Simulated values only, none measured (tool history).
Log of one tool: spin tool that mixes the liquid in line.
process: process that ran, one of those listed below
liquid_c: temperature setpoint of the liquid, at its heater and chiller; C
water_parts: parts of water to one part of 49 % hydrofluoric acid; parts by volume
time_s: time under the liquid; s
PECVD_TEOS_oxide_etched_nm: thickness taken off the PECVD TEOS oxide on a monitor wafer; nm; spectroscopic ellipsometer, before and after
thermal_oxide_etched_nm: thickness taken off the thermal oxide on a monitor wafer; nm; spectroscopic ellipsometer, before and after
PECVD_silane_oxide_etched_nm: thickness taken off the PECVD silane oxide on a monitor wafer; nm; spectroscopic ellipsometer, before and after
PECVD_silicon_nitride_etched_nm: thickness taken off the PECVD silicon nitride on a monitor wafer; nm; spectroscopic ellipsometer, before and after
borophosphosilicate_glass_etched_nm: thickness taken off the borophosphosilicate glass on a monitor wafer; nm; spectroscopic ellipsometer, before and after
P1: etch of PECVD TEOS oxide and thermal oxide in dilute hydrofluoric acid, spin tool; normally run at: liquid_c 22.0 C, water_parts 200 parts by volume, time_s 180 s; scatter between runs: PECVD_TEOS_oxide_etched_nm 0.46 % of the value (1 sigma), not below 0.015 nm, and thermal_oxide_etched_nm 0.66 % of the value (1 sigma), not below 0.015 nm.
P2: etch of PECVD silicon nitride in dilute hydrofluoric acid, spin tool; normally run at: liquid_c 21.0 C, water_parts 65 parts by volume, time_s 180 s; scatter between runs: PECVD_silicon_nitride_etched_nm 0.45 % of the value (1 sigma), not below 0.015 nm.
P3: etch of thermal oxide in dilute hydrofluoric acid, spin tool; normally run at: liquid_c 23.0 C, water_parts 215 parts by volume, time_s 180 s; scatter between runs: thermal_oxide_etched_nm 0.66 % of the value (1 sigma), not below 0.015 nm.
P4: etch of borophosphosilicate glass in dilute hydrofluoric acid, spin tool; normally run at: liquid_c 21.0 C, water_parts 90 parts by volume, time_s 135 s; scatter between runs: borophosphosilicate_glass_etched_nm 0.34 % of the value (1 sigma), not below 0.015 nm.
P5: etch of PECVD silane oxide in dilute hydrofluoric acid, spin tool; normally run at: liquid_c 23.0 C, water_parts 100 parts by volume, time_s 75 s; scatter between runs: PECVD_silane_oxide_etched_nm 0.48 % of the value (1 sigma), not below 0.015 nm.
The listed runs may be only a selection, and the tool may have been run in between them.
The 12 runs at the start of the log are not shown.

run	day	process	liquid_c	water_parts	time_s	hours since the thermometer was replaced	hours since the hydrofluoric acid flow meter was replaced	PECVD_TEOS_oxide_etched_nm	thermal_oxide_etched_nm	PECVD_silane_oxide_etched_nm	PECVD_silicon_nitride_etched_nm	borophosphosilicate_glass_etched_nm
13	6.621	P1	22.0	285	180	459.4	70.3	5.3127	2.26360			
14	7.112	P5	31.0	100	75	471.2	82.1			33.088		
15	7.546	P1	17.0	200	180	481.6	92.5	6.7787	2.93910			
16	7.996	P2	17.0	65	180	492.4	103.3				5.3155	
17	8.500	P1	22.0	200	180	504.5	115.4	8.2835	3.48840			
18	8.988	P3	23.0	215	180	516.2	127.1		3.27290			
19	9.375	P2	21.0	65	285	525.5	136.4				11.1920	
20	9.758	P1	22.0	200	180	534.7	145.6	8.1915	3.56670			
21	10.196	P4	21.0	90	135	545.2	156.1					43.778
# day 10.208: thermometer replaced
22	10.704	P1	22.0	200	180	11.9	168.3	8.2204	3.50510			
23	11.075	P2	21.0	65	180	20.8	177.2				7.0638	
24	11.658	P3	23.0	215	85	34.8	191.2		1.56490			
25	12.092	P1	22.0	120	180	45.2	201.6	14.9460	6.41130			
26	12.679	P5	23.0	100	75	59.3	215.7			24.300		
27	13.238	P3	18.0	215	180	72.7	229.1		2.70770			
28	13.571	P4	21.0	90	205	80.7	237.1					66.341
29	14.112	P1	22.0	200	180	93.7	250.1	8.2165	3.50540			
30	14.612	P2	21.0	35	180	105.7	262.1				12.8380	
31	15.071	P1	22.0	200	320	116.7	273.1	14.6850	6.29350			
32	15.683	P1	22.0	200	180	131.4	287.8	8.1269	3.53460			
33	15.996	P1	22.0	200	180	138.9	295.3	8.0229	3.41000			
34	16.446	P1	22.0	200	180	149.7	306.1	7.7574	3.30140			
35	17.033	P1	22.0	200	180	163.8	320.2	7.6309	3.28760			

Run 36 is up next; what results do you expect?
36	17.371	P1	22.0	200	180	171.9	328.3	?	?			

PECVD_TEOS_oxide_etched_nm: 7.6468 nm
thermal_oxide_etched_nm: 3.31220 nm
